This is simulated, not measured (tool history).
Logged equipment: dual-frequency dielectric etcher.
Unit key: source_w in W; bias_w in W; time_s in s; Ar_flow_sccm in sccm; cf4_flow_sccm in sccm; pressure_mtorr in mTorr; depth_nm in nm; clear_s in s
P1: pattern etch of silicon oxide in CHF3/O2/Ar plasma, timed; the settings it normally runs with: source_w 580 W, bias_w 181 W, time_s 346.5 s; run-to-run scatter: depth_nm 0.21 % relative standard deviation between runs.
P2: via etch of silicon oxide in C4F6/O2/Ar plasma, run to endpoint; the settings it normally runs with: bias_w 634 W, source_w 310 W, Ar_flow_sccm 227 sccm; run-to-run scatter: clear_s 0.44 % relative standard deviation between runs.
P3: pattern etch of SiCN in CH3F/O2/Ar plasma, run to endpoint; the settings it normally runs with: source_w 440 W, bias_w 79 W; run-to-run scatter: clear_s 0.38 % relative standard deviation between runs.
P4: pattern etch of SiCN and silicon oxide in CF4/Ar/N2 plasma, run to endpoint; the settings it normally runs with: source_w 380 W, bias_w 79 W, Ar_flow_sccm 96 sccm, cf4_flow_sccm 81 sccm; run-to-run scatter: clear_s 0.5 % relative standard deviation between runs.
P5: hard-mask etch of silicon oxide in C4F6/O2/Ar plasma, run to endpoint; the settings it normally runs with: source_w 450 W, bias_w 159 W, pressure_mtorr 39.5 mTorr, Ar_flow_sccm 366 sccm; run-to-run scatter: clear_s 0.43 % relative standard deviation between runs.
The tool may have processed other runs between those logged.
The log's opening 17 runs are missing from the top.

{"run": 18, "hour": 140.8, "process": "P5", "source_w": 450, "bias_w": 159, "Ar_flow_sccm": 366, "pressure_mtorr": 56.0, "clear_s": 71.18}
{"run": 19, "hour": 149.7, "process": "P2", "source_w": 310, "bias_w": 634, "Ar_flow_sccm": 227, "clear_s": 38.127}
{"run": 20, "hour": 156.9, "process": "P4", "source_w": 380, "bias_w": 79, "Ar_flow_sccm": 96, "cf4_flow_sccm": 81, "clear_s": 20.681}
{"run": 21, "hour": 163.1, "process": "P1", "source_w": 580, "bias_w": 235, "time_s": 346.5, "depth_nm": 715.1}
{"run": 22, "hour": 174.1, "process": "P2", "source_w": 310, "bias_w": 634, "Ar_flow_sccm": 227, "clear_s": 37.464}
{"run": 23, "hour": 180.7, "process": "P4", "source_w": 490, "bias_w": 79, "Ar_flow_sccm": 96, "cf4_flow_sccm": 81, "clear_s": 16.583}
{"run": 24, "hour": 188.5, "process": "P3", "source_w": 440, "bias_w": 61, "clear_s": 21.734}
{"run": 25, "hour": 196.3, "process": "P1", "source_w": 720, "bias_w": 140, "time_s": 346.5, "depth_nm": 657.05}
{"run": 26, "hour": 203.9, "process": "P5", "source_w": 590, "bias_w": 159, "Ar_flow_sccm": 366, "pressure_mtorr": 39.5, "clear_s": 61.726}
{"run": 27, "hour": 211.9, "process": "P2", "source_w": 310, "bias_w": 894, "Ar_flow_sccm": 227, "clear_s": 32.776}
{"run": 28, "hour": 218.2, "process": "P1", "source_w": 580, "bias_w": 181, "time_s": 346.5, "depth_nm": 656.11}
{"run": 29, "hour": 223.0, "process": "P1", "source_w": 690, "bias_w": 181, "time_s": 346.5, "depth_nm": 700.81}
{"run": 30, "hour": 232.1, "process": "P3", "source_w": 440, "bias_w": 79, "clear_s": 20.027}
{"run": 31, "hour": 240.0, "process": "P1", "source_w": 580, "bias_w": 181, "time_s": 346.5, "depth_nm": 657.09}
{"run": 32, "hour": 249.0, "process": "P3", "source_w": 440, "bias_w": 79, "clear_s": 19.885}
{"run": 33, "hour": 253.7, "process": "P5", "source_w": 450, "bias_w": 159, "Ar_flow_sccm": 237, "pressure_mtorr": 39.5, "clear_s": 65.174}
{"run": 34, "hour": 263.9, "process": "P1", "source_w": 580, "bias_w": 181, "time_s": 346.5, "depth_nm": 657.99}
{"run": 35, "hour": 270.8, "process": "P1", "source_w": 580, "bias_w": 181, "time_s": 346.5, "depth_nm": 655.91}
{"run": 36, "hour": 275.8, "process": "P1", "source_w": 580, "bias_w": 181, "time_s": 346.5, "depth_nm": 652.38}
{"run": 37, "hour": 282.5, "process": "P1", "source_w": 580, "bias_w": 181, "time_s": 346.5, "depth_nm": 651.26}

For run 38, what comes out?
{"run": 38, "hour": 292.7, "process": "P1", "source_w": 580, "bias_w": 181, "time_s": 346.5, "depth_nm": "?"}

Run 38 came out at depth_nm 648.53 nm.

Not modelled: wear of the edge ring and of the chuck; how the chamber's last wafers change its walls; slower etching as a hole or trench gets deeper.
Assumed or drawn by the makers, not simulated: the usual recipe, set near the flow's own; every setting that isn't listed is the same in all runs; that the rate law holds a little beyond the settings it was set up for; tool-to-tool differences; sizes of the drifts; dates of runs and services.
